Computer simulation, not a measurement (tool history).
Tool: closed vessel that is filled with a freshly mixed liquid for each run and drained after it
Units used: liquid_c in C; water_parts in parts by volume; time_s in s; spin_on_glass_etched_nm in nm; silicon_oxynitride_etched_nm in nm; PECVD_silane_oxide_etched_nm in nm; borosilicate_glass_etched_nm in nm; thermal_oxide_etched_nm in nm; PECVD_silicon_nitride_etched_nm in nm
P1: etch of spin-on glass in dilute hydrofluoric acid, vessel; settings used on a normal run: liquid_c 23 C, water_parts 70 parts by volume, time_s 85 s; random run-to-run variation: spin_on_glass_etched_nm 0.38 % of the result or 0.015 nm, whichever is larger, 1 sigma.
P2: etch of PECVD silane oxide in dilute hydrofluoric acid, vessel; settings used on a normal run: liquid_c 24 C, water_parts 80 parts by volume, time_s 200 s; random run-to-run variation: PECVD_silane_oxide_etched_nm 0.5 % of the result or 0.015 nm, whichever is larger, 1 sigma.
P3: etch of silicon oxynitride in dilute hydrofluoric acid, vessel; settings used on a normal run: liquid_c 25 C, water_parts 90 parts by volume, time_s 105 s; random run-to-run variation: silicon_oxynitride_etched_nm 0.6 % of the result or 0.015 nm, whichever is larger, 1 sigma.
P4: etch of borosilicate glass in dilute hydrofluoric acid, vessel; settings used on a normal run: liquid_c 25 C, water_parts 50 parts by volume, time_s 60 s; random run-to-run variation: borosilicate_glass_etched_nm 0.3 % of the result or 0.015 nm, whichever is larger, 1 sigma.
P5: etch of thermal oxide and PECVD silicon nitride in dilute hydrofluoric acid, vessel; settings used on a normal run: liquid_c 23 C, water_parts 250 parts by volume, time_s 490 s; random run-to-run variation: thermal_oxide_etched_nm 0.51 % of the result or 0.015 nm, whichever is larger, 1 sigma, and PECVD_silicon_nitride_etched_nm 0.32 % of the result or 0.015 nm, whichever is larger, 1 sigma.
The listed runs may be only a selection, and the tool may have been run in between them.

run,hour,process,liquid_c,water_parts,time_s,spin_on_glass_etched_nm,silicon_oxynitride_etched_nm,PECVD_silane_oxide_etched_nm,borosilicate_glass_etched_nm,thermal_oxide_etched_nm,PECVD_silicon_nitride_etched_nm
1,6.2,P1,23,70,85,44.529,,,,,
2,12.6,P3,25,150,105,,2.6841,,,,
3,20.1,P1,23,70,135,69.923,,,,,
4,29.1,P2,31.5,80,200,,,52.688,,,
5,35.3,P4,25,50,30,,,,14.099,,
6,44.2,P1,23,70,45,23.354,,,,,
7,51.5,P4,25,50,60,,,,28.239,,
8,56,P1,27.5,70,85,52.949,,,,,
9,60.3,P1,23,100,150,52.482,,,,,
10,66.7,P5,23,250,100,,,,,1.4835,2.1698
11,74,P4,25,90,60,,,,14.784,,
12,81.9,P3,25,90,105,,4.6876,,,,
13,90.4,P4,19,50,60,,,,21.832,,
14,95.7,P1,23,70,85,44.119,,,,,
15,104.1,P1,23,70,85,44.096,,,,,
16,109.9,P3,25,90,200,,8.8758,,,,
17,114.5,P1,23,40,85,80.072,,,,,
18,122.3,P1,23,115,85,25.336,,,,,
19,127.1,P1,23,70,85,44.265,,,,,
20,134.4,P5,23,250,490,,,,,7.2803,10.516
21,141.1,P4,25,50,60,,,,28.133,,
22,147.7,P5,23,250,490,,,,,7.3264,10.564
23,154,P1,17,70,85,34.306,,,,,
24,161.7,P5,17,250,490,,,,,5.7947,7.1261
25,166.3,P5,23,380,490,,,,,4.2869,6.9375
26,171.3,P1,23,70,85,43.863,,,,,
27,175.6,P1,23,70,85,44.313,,,,,
28,183.8,P2,24,80,30,,,5.8972,,,
29,188.6,P1,23,70,85,44.068,,,,,
30,196.1,P2,24,80,200,,,38.873,,,
31,200.7,P3,17,90,105,,3.1893,,,,
32,206.9,P2,24,25,200,,,134.92,,,

Expected results for the next run?
33,215.5,P1,23,70,85,?,,,,,

Run 33 gave spin_on_glass_etched_nm 44.171 nm.
